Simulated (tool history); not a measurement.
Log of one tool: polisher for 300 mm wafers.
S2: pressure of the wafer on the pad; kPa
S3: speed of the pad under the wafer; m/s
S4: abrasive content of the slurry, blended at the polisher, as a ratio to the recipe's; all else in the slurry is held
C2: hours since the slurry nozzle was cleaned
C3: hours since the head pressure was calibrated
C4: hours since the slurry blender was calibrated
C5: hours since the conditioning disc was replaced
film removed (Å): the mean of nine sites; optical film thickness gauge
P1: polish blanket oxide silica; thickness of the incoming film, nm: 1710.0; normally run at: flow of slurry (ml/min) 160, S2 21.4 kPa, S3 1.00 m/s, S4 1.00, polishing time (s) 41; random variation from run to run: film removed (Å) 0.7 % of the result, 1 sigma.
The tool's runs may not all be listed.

Run 1, hour 16.5: flow of slurry (ml/min) 160, S2 21.4 kPa, S3 1.00 m/s, S4 1.00, polishing time (s) 41; wafers polished on this pad 563; C2 147.3; C3 321.1; C4 68.1; C5 55.6. Result: film removed (Å) 711.80.
Run 2, hour 29.1: flow of slurry (ml/min) 160, S2 21.4 kPa, S3 1.00 m/s, S4 1.00, polishing time (s) 18; wafers polished on this pad 743; C2 159.9; C3 333.7; C4 80.7; C5 68.2. Result: film removed (Å) 315.58.
Run 3, hour 44.1: flow of slurry (ml/min) 160, S2 21.4 kPa, S3 1.00 m/s, S4 1.30, polishing time (s) 30; wafers polished on this pad 957; C2 174.9; C3 348.7; C4 95.7; C5 83.2. Result: film removed (Å) 579.12.
Run 4, hour 58.2: flow of slurry (ml/min) 160, S2 27.6 kPa, S3 1.00 m/s, S4 1.00, polishing time (s) 41; wafers polished on this pad 1158; C2 189.0; C3 362.8; C4 109.8; C5 97.3. Result: film removed (Å) 919.11.
Run 5, hour 70.0: flow of slurry (ml/min) 160, S2 21.4 kPa, S3 1.00 m/s, S4 1.00, polishing time (s) 41; wafers polished on this pad 1326; C2 200.8; C3 374.6; C4 121.6; C5 109.1. Result: film removed (Å) 710.54.
Run 6, hour 84.1: flow of slurry (ml/min) 160, S2 21.4 kPa, S3 1.00 m/s, S4 1.00, polishing time (s) 41; wafers polished on this pad 1527; C2 214.9; C3 388.7; C4 135.7; C5 123.2. Result: film removed (Å) 711.49.
Run 7, hour 96.0: flow of slurry (ml/min) 250, S2 21.4 kPa, S3 1.00 m/s, S4 1.00, polishing time (s) 41; wafers polished on this pad 1697; C2 226.8; C3 400.6; C4 147.6; C5 135.1. Result: film removed (Å) 762.71.
Run 8, hour 106.6: flow of slurry (ml/min) 160, S2 9.7 kPa, S3 1.00 m/s, S4 1.00, polishing time (s) 41; wafers polished on this pad 1848; C2 237.4; C3 411.2; C4 158.2; C5 145.7. Result: film removed (Å) 324.45.
Run 9, hour 121.7: flow of slurry (ml/min) 160, S2 21.4 kPa, S3 1.60 m/s, S4 1.00, polishing time (s) 41; wafers polished on this pad 2064; C2 252.5; C3 426.3; C4 173.3; C5 160.8. Result: film removed (Å) 1046.30.
Run 10, hour 135.8: flow of slurry (ml/min) 160, S2 21.4 kPa, S3 1.00 m/s, S4 1.00, polishing time (s) 41; wafers polished on this pad 2265; C2 266.6; C3 440.4; C4 187.4; C5 174.9. Result: film removed (Å) 710.06.
Run 11, hour 151.5: flow of slurry (ml/min) 160, S2 21.4 kPa, S3 0.46 m/s, S4 1.00, polishing time (s) 41; wafers polished on this pad 2489; C2 282.3; C3 456.1; C4 203.1; C5 190.6. Result: film removed (Å) 382.42.
Run 12, hour 165.9: flow of slurry (ml/min) 160, S2 21.4 kPa, S3 1.00 m/s, S4 1.50, polishing time (s) 41; wafers polished on this pad 2694; C2 296.7; C3 470.5; C4 217.5; C5 205.0. Result: film removed (Å) 828.45.
Run 13, hour 178.5: flow of slurry (ml/min) 160, S2 21.4 kPa, S3 1.00 m/s, S4 1.00, polishing time (s) 41; wafers polished on this pad 2874; C2 309.3; C3 483.1; C4 230.1; C5 217.6. Result: film removed (Å) 702.45.
Run 14, hour 194.2: flow of slurry (ml/min) 95, S2 21.4 kPa, S3 1.00 m/s, S4 1.00, polishing time (s) 41; wafers polished on this pad 3098; C2 325.0; C3 498.8; C4 245.8; C5 233.3. Result: film removed (Å) 633.21.
Run 15, hour 209.1: flow of slurry (ml/min) 160, S2 21.4 kPa, S3 1.00 m/s, S4 1.00, polishing time (s) 41; wafers polished on this pad 3310; C2 339.9; C3 513.7; C4 260.7; C5 248.2. Result: film removed (Å) 710.56.
Run 16, hour 221.6: flow of slurry (ml/min) 160, S2 21.4 kPa, S3 1.00 m/s, S4 0.65, polishing time (s) 41; wafers polished on this pad 3488; C2 352.4; C3 526.2; C4 273.2; C5 260.7. Result: film removed (Å) 569.75.
Run 17, hour 230.4: flow of slurry (ml/min) 160, S2 21.4 kPa, S3 1.00 m/s, S4 1.00, polishing time (s) 53; wafers polished on this pad 3614; C2 361.2; C3 535.0; C4 282.0; C5 269.5. Result: film removed (Å) 916.75.
Run 18, hour 243.8: flow of slurry (ml/min) 160, S2 21.4 kPa, S3 1.00 m/s, S4 1.00, polishing time (s) 41; wafers polished on this pad 3805; C2 374.6; C3 548.4; C4 295.4; C5 282.9. Result: film removed (Å) 716.24.
Run 19, hour 252.9: flow of slurry (ml/min) 160, S2 21.4 kPa, S3 1.00 m/s, S4 1.00, polishing time (s) 41; wafers polished on this pad 3935; C2 383.7; C3 557.5; C4 304.5; C5 292.0. Result: film removed (Å) 683.38.
Run 20, hour 264.7: flow of slurry (ml/min) 160, S2 21.4 kPa, S3 1.00 m/s, S4 1.00, polishing time (s) 41; wafers polished on this pad 4103; C2 395.5; C3 569.3; C4 316.3; C5 303.8. Result: film removed (Å) 660.97.
Run 21, hour 278.4: flow of slurry (ml/min) 160, S2 21.4 kPa, S3 1.00 m/s, S4 1.00, polishing time (s) 41; wafers polished on this pad 4298; C2 409.2; C3 583.0; C4 330.0; C5 317.5. Result: film removed (Å) 636.53.
At hour 283.6: head pressure recalibrated.
At hour 286.2: slurry nozzle cleaned.
Run 22, hour 288.6: flow of slurry (ml/min) 160, S2 21.4 kPa, S3 1.00 m/s, S4 1.00, polishing time (s) 41; wafers polished on this pad 4444; C2 2.5; C3 5.0; C4 340.2; C5 327.7. Result: film removed (Å) 630.17.
At hour 298.0: conditioning disc replaced and pad reconditioned.
Run 23, hour 304.8: flow of slurry (ml/min) 160, S2 21.4 kPa, S3 1.00 m/s, S4 1.00, polishing time (s) 41; wafers polished on this pad 4675; C2 18.7; C3 21.2; C4 356.4; C5 6.9. Result: film removed (Å) 631.96.
Run 24, hour 317.0: flow of slurry (ml/min) 160, S2 21.4 kPa, S3 1.00 m/s, S4 1.00, polishing time (s) 41; wafers polished on this pad 4849; C2 30.9; C3 33.4; C4 368.6; C5 19.1. Result: film removed (Å) 629.04.

What P1 gives has crept away from where it was. These 2 causes fit the log equally well, each at the size given:
A: removal rate lost through wear of the pad, % = 11.1
B: abrasive missing from the slurry, % = 21.5
The creep began at about hour 243.8.
Why every other cause is out:
slurry flow missing at the pad, %: serviced at hour 286.2, which brought nothing back
head's pressure below its setpoint, %: serviced at hour 283.6, which brought nothing back
time polished since the conditioner stopped cutting, s: serviced at hour 298.0, which brought nothing back

4 check runs are offered, each on 5 wafers whose results are averaged, their results left as question marks. Which one tells the causes apart?
Run check 1, hour 329.2: flow of slurry (ml/min) 160, S2 21.4 kPa, S3 0.60 m/s, S4 1.45, polishing time (s) 41. Result: film removed (Å) ?.
Run check 2, hour 329.2: flow of slurry (ml/min) 235, S2 9.7 kPa, S3 1.00 m/s, S4 1.00, polishing time (s) 41. Result: film removed (Å) ?.
Run check 3, hour 329.2: flow of slurry (ml/min) 200, S2 21.4 kPa, S3 1.00 m/s, S4 1.00, polishing time (s) 23. Result: film removed (Å) ?.
Run check 4, hour 329.2: flow of slurry (ml/min) 245, S2 21.4 kPa, S3 1.56 m/s, S4 1.00, polishing time (s) 41. Result: film removed (Å) ?.

What each check would give under each cause:
  check            result    if A    if B
check 1  film removed (Å)  488.29  499.34
check 2  film removed (Å)  300.31  300.41
check 3  film removed (Å)  365.78  365.90
check 4  film removed (Å)  953.46  953.77
How far apart the two closest causes lie, in the result that separates them most: check 1 2.24 %; check 2 0.03 %; check 3 0.03 %; check 4 0.03 %
Only check 1 tells the causes apart: in the others they would give nearly the same result.

Then check 1 was run and gave: film removed (Å) 489.98. Which cause is it?

It is A: removal rate lost through wear of the pad, %.

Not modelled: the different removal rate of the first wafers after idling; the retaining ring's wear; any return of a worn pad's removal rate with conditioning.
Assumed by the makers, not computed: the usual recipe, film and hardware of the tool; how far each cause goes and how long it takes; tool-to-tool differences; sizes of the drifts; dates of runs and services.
